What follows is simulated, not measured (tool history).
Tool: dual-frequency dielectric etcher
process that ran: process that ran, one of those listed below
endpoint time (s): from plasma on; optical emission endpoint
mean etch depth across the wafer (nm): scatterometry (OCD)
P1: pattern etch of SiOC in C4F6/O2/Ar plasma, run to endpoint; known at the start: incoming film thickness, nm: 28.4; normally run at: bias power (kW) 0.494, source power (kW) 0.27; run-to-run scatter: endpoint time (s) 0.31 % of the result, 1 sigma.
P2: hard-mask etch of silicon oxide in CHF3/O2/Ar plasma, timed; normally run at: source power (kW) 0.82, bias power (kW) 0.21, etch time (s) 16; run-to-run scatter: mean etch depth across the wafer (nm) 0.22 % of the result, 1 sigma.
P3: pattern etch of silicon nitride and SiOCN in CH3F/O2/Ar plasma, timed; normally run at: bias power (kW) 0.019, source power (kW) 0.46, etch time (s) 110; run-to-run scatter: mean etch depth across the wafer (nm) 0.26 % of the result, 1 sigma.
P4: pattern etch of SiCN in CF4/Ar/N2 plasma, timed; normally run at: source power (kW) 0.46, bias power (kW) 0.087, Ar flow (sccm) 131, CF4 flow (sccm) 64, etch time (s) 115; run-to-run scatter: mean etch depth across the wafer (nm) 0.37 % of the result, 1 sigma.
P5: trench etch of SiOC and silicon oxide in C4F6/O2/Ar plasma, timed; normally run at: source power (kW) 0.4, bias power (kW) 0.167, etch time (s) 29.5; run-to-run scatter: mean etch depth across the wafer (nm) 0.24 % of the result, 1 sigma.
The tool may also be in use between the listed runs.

run,hour,process that ran,bias power (kW),source power (kW),Ar flow (sccm),CF4 flow (sccm),etch time (s),endpoint time (s),mean etch depth across the wafer (nm)
1,10.4,P1,0.494,0.27,,,,11.489,
2,20.8,P4,0.087,0.65,131,64,115,,139.51
3,27.9,P1,0.303,0.27,,,,13.718,
4,40.4,P3,0.019,0.46,,,110,,14.697
5,51.5,P4,0.087,0.46,131,64,143.5,,127.69
6,63.7,P2,0.21,1.02,,,16,,39.216
7,71.2,P1,0.357,0.32,,,,12.152,
8,82.4,P1,0.494,0.17,,,,13.603,
9,93.5,P5,0.237,0.4,,,29.5,,62.651
10,99.7,P3,0.014,0.46,,,110,,12.941
11,106.7,P5,0.167,0.4,,,39.5,,75.344
12,120,P4,0.087,0.46,131,42,115,,96.122
13,133.6,P2,0.21,0.82,,,16,,36.109
14,146.6,P4,0.087,0.46,167,64,115,,99.121
15,156.9,P1,0.494,0.27,,,,11.483,
16,168,P3,0.019,0.46,,,153.5,,20.518
17,181.6,P5,0.167,0.24,,,29.5,,46.147
18,191.1,P1,0.494,0.36,,,,10.326,
19,197.7,P2,0.255,0.82,,,16,,38.648
20,210.5,P3,0.019,0.46,,,110,,14.693
21,224.2,P1,0.662,0.27,,,,10.251,
22,233.3,P2,0.21,0.82,,,24,,54.539
23,245.8,P4,0.087,0.46,131,64,115,,102.73
24,253.7,P3,0.019,0.27,,,110,,12.19
25,262.2,P5,0.167,0.4,,,29.5,,56.29

Run 26 comes next. What will it give?
26,269,P1,0.494,0.27,,,,?,

{"run 26": {"endpoint time (s)": 11.467}}
